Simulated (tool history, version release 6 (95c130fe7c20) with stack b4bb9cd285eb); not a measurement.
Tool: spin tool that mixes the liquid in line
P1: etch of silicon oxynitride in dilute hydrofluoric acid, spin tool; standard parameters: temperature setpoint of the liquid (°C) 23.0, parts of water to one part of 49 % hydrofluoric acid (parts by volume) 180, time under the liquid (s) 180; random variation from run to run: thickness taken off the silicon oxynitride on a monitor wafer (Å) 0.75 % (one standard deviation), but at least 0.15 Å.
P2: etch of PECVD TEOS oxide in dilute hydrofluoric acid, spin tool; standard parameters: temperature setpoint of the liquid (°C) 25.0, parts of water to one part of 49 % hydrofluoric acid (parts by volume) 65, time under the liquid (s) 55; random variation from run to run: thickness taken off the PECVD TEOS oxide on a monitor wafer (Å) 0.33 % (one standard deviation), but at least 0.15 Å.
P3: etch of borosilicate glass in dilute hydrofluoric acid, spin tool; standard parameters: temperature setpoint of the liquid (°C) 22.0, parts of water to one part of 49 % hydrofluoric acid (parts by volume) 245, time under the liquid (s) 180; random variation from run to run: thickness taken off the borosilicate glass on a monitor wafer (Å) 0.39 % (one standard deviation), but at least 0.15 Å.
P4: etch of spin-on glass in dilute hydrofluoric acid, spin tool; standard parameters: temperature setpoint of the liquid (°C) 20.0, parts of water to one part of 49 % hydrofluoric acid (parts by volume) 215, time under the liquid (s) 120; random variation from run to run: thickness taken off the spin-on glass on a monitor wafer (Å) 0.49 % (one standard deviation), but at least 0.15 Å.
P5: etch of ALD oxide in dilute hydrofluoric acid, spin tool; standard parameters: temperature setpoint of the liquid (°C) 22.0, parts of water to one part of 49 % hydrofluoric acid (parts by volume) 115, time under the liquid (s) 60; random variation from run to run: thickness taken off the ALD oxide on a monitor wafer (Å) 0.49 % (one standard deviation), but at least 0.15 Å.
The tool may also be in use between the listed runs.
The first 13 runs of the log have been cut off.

run   hour  process that ran  temperature setpoint of the liquid (°C)  parts of water to one part of 49 % hydrofluoric acid (parts by volume)  time under the liquid (s)  hours since the thermometer was replaced  hours since the hydrofluoric acid flow meter was replaced  thickness taken off the silicon oxynitride on a monitor wafer (Å)  thickness taken off the ALD oxide on a monitor wafer (Å)  thickness taken off the borosilicate glass on a monitor wafer (Å)  thickness taken off the PECVD TEOS oxide on a monitor wafer (Å)  thickness taken off the spin-on glass on a monitor wafer (Å)
 14  184.6                P2                                     17.0                                                                      65                         55                                     531.2                                                      349.2                                                                                                                                                                                                                                                           93.318
 15  196.1                P4                                     20.0                                                                      45                        120                                     542.7                                                      360.7                                                                                                                                                                                                                                                                                                                        555.650
 16  213.0                P1                                     23.0                                                                     180                         70                                     559.6                                                      377.6                                                             10.849
     213.1  -- hydrofluoric acid flow meter replaced
 17  223.5                P4                                     20.0                                                                     215                        120                                     570.1                                                       10.4                                                                                                                                                                                                                                                                                                                         96.699
 18  231.0                P4                                     20.0                                                                     215                        200                                     577.6                                                       17.9                                                                                                                                                                                                                                                                                                                        162.960
 19  242.3                P1                                     30.0                                                                     180                        180                                     588.9                                                       29.2                                                             38.289
 20  254.6                P5                                     17.0                                                                     115                         60                                     601.2                                                       41.5                                                                                                                      116.020
 21  271.0                P1                                     27.0                                                                      60                        180                                     617.6                                                       57.9                                                            113.460
 22  281.9                P2                                     25.0                                                                      20                         55                                     628.5                                                       68.8                                                                                                                                                                                                                                                          451.320

Forecast run 23:
 23  297.6                P1                                     23.0                                                                     110                        180                                     644.2                                                       84.5                                                                  ?

{"run 23": {"thickness taken off the silicon oxynitride on a monitor wafer (Å)": 47.675}}
